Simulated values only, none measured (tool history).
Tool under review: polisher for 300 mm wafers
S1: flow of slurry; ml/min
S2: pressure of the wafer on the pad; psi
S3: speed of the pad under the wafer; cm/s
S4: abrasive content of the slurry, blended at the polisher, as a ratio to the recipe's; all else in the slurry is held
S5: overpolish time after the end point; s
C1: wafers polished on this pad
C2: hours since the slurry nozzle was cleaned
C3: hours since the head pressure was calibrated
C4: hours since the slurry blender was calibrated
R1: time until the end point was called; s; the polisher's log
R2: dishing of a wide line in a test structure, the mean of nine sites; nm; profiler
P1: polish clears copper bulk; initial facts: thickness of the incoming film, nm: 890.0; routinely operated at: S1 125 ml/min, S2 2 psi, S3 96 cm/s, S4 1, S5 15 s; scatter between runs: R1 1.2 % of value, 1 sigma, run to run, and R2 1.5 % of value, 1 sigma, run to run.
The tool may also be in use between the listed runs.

{"run": 1, "hour": 12.8, "S1": 125, "S2": 2, "S3": 96, "S4": 1, "S5": 15, "C1": 429, "C2": 258.3, "C3": 610.2, "C4": 99.6, "R1": 124.07, "R2": 54.079}
{"run": 2, "hour": 22.0, "S1": 125, "S2": 2, "S3": 96, "S4": 1, "S5": 15, "C1": 504, "C2": 267.5, "C3": 619.4, "C4": 108.8, "R1": 123.72, "R2": 55.103}
{"run": 3, "hour": 30.8, "S1": 125, "S2": 2, "S3": 96, "S4": 1, "S5": 15, "C1": 576, "C2": 276.3, "C3": 628.2, "C4": 117.6, "R1": 119.91, "R2": 53.447}
{"run": 4, "hour": 41.2, "S1": 125, "S2": 2, "S3": 96, "S4": 1, "S5": 15, "C1": 661, "C2": 286.7, "C3": 638.6, "C4": 128, "R1": 121.73, "R2": 53.071}
{"run": 5, "hour": 52.5, "S1": 85, "S2": 2, "S3": 96, "S4": 1, "S5": 15, "C1": 753, "C2": 298, "C3": 649.9, "C4": 139.3, "R1": 134.34, "R2": 51.096}
{"run": 6, "hour": 61.5, "S1": 125, "S2": 3, "S3": 96, "S4": 1, "S5": 15, "C1": 826, "C2": 307, "C3": 658.9, "C4": 148.3, "R1": 83.122, "R2": 68.381}
{"run": 7, "hour": 68.5, "S1": 125, "S2": 2, "S3": 52, "S4": 0.6, "S5": 15, "C1": 883, "C2": 314, "C3": 665.9, "C4": 155.3, "R1": 250.07, "R2": 34.233}
{"run": 8, "hour": 77.6, "S1": 85, "S2": 2, "S3": 96, "S4": 1.4, "S5": 15, "C1": 957, "C2": 323.1, "C3": 675, "C4": 164.4, "R1": 122.93, "R2": 55.112}
{"run": 9, "hour": 89.5, "S1": 125, "S2": 2, "S3": 96, "S4": 0.65, "S5": 15, "C1": 1054, "C2": 335, "C3": 686.9, "C4": 176.3, "R1": 134.34, "R2": 50.423}
{"run": 10, "hour": 103.1, "S1": 195, "S2": 2, "S3": 96, "S4": 1, "S5": 15, "C1": 1165, "C2": 348.6, "C3": 700.5, "C4": 189.9, "R1": 113.08, "R2": 55.489}
{"run": 11, "hour": 110.6, "S1": 125, "S2": 0.9, "S3": 96, "S4": 1, "S5": 15, "C1": 1226, "C2": 356.1, "C3": 708, "C4": 197.4, "R1": 275.38, "R2": 29.245}
{"run": 12, "hour": 118.9, "S1": 125, "S2": 2, "S3": 96, "S4": 1.3, "S5": 15, "C1": 1294, "C2": 364.4, "C3": 716.3, "C4": 205.7, "R1": 115.98, "R2": 54.625}
{"run": 13, "hour": 127.0, "S1": 125, "S2": 2, "S3": 44, "S4": 1, "S5": 15, "C1": 1360, "C2": 372.5, "C3": 724.4, "C4": 213.8, "R1": 269.21, "R2": 31.532}
{"run": 14, "hour": 137.6, "S1": 125, "S2": 2, "S3": 96, "S4": 1, "S5": 4, "C1": 1446, "C2": 383.1, "C3": 735, "C4": 224.4, "R1": 120.11, "R2": 20.896}
{"run": 15, "hour": 151.0, "S1": 125, "S2": 2, "S3": 96, "S4": 1, "S5": 15, "C1": 1555, "C2": 396.5, "C3": 748.4, "C4": 237.8, "R1": 121.33, "R2": 52.423}
{"run": 16, "hour": 164.7, "S1": 125, "S2": 2, "S3": 96, "S4": 1, "S5": 22, "C1": 1667, "C2": 410.2, "C3": 762.1, "C4": 251.5, "R1": 121.15, "R2": 63.647}
{"run": 17, "hour": 173.4, "S1": 90, "S2": 2, "S3": 96, "S4": 1, "S5": 25, "C1": 1738, "C2": 418.9, "C3": 770.8, "C4": 260.2, "R1": 130.97, "R2": 65.959}
{"run": 18, "hour": 185.2, "S1": 125, "S2": 2, "S3": 132, "S4": 1, "S5": 15, "C1": 1834, "C2": 430.7, "C3": 782.6, "C4": 272, "R1": 88.491, "R2": 63.262}
{"run": 19, "hour": 192.8, "S1": 125, "S2": 2, "S3": 96, "S4": 1, "S5": 15, "C1": 1896, "C2": 438.3, "C3": 790.2, "C4": 279.6, "R1": 121.71, "R2": 54.273}
{"run": 20, "hour": 200.1, "S1": 125, "S2": 2, "S3": 96, "S4": 1, "S5": 15, "C1": 1956, "C2": 445.6, "C3": 797.5, "C4": 286.9, "R1": 126.77, "R2": 51.437}
{"run": 21, "hour": 213.8, "S1": 125, "S2": 2, "S3": 96, "S4": 1, "S5": 15, "C1": 2067, "C2": 459.3, "C3": 811.2, "C4": 300.6, "R1": 129.14, "R2": 51.229}
{"run": 22, "hour": 223.5, "S1": 125, "S2": 2, "S3": 96, "S4": 1, "S5": 15, "C1": 2146, "C2": 469, "C3": 820.9, "C4": 310.3, "R1": 129.4, "R2": 49.704}
{"hour": 234.4, "done": "slurry blender recalibrated"}
{"run": 23, "hour": 235.0, "S1": 125, "S2": 2, "S3": 96, "S4": 1, "S5": 15, "C1": 2240, "C2": 480.5, "C3": 832.4, "C4": 0.7, "R1": 133.88, "R2": 50.328}
{"run": 24, "hour": 241.5, "S1": 125, "S2": 2, "S3": 96, "S4": 1, "S5": 15, "C1": 2293, "C2": 487, "C3": 838.9, "C4": 7.2, "R1": 136.7, "R2": 50.012}
{"hour": 250.0, "done": "head pressure recalibrated"}
{"run": 25, "hour": 250.6, "S1": 125, "S2": 2, "S3": 96, "S4": 1, "S5": 15, "C1": 2367, "C2": 496.1, "C3": 0.7, "C4": 16.3, "R1": 137.55, "R2": 49.707}
{"run": 26, "hour": 261.1, "S1": 125, "S2": 2, "S3": 96, "S4": 1, "S5": 15, "C1": 2453, "C2": 506.6, "C3": 11.2, "C4": 26.8, "R1": 137.02, "R2": 49.715}
{"run": 27, "hour": 273.0, "S1": 125, "S2": 2, "S3": 96, "S4": 1, "S5": 15, "C1": 2550, "C2": 518.5, "C3": 23.1, "C4": 38.7, "R1": 137.96, "R2": 50.902}

What P1 gives has crept away from where it was. These 2 causes fit the log equally well, each at the size given:
A: removal rate lost through wear of the pad, % = 10.9
B: slurry flow missing at the pad, % = 36.7
Onset of the creep was near hour 192.8.
All other causes, with the reason each is excluded:
head's pressure below its setpoint, %: serviced at hour 250, after the drift had started, without restoring the earlier output
abrasive missing from the slurry, %: serviced at hour 234.4, after the drift had started, without restoring the earlier output

Which of the 4 check runs listed below, each an average over 5 wafers with its results shown as question marks, gives clearly different results under the different listed causes?
{"run": "check 1", "hour": 284.9, "S1": 125, "S2": 2, "S3": 58, "S4": 1, "S5": 15, "R1": "?", "R2": "?"}
{"run": "check 2", "hour": 284.9, "S1": 125, "S2": 2, "S3": 124, "S4": 1, "S5": 15, "R1": "?", "R2": "?"}
{"run": "check 3", "hour": 284.9, "S1": 85, "S2": 2, "S3": 96, "S4": 1, "S5": 15, "R1": "?", "R2": "?"}
{"run": "check 4", "hour": 284.9, "S1": 125, "S2": 1.2, "S3": 96, "S4": 1, "S5": 15, "R1": "?", "R2": "?"}

Expected result of each check under each candidate cause:
check=check_1 result=R1 if_A=227.16 if_B=227.16
check=check_1 result=R2 if_A=36.013 if_B=36.013
check=check_2 result=R1 if_A=106.25 if_B=106.25
check=check_2 result=R2 if_A=57.434 if_B=57.434
check=check_3 result=R1 if_A=150.79 if_B=157.72
check=check_3 result=R2 if_A=47.391 if_B=46.097
check=check_4 result=R1 if_A=228.74 if_B=228.74
check=check_4 result=R2 if_A=34.496 if_B=34.497
Separation of the two closest causes in each check, using whichever result separates them best: check 1 0 %; check 2 0 %; check 3 4.49 %; check 4 0 %
Only check 3 tells the causes apart: in the others they would give nearly the same result.

With check 3 done, the readings were: R1 152.11 s; R2 46.843 nm. Identify which of the listed causes applies.

Of the candidate causes, it is A: removal rate lost through wear of the pad, %.

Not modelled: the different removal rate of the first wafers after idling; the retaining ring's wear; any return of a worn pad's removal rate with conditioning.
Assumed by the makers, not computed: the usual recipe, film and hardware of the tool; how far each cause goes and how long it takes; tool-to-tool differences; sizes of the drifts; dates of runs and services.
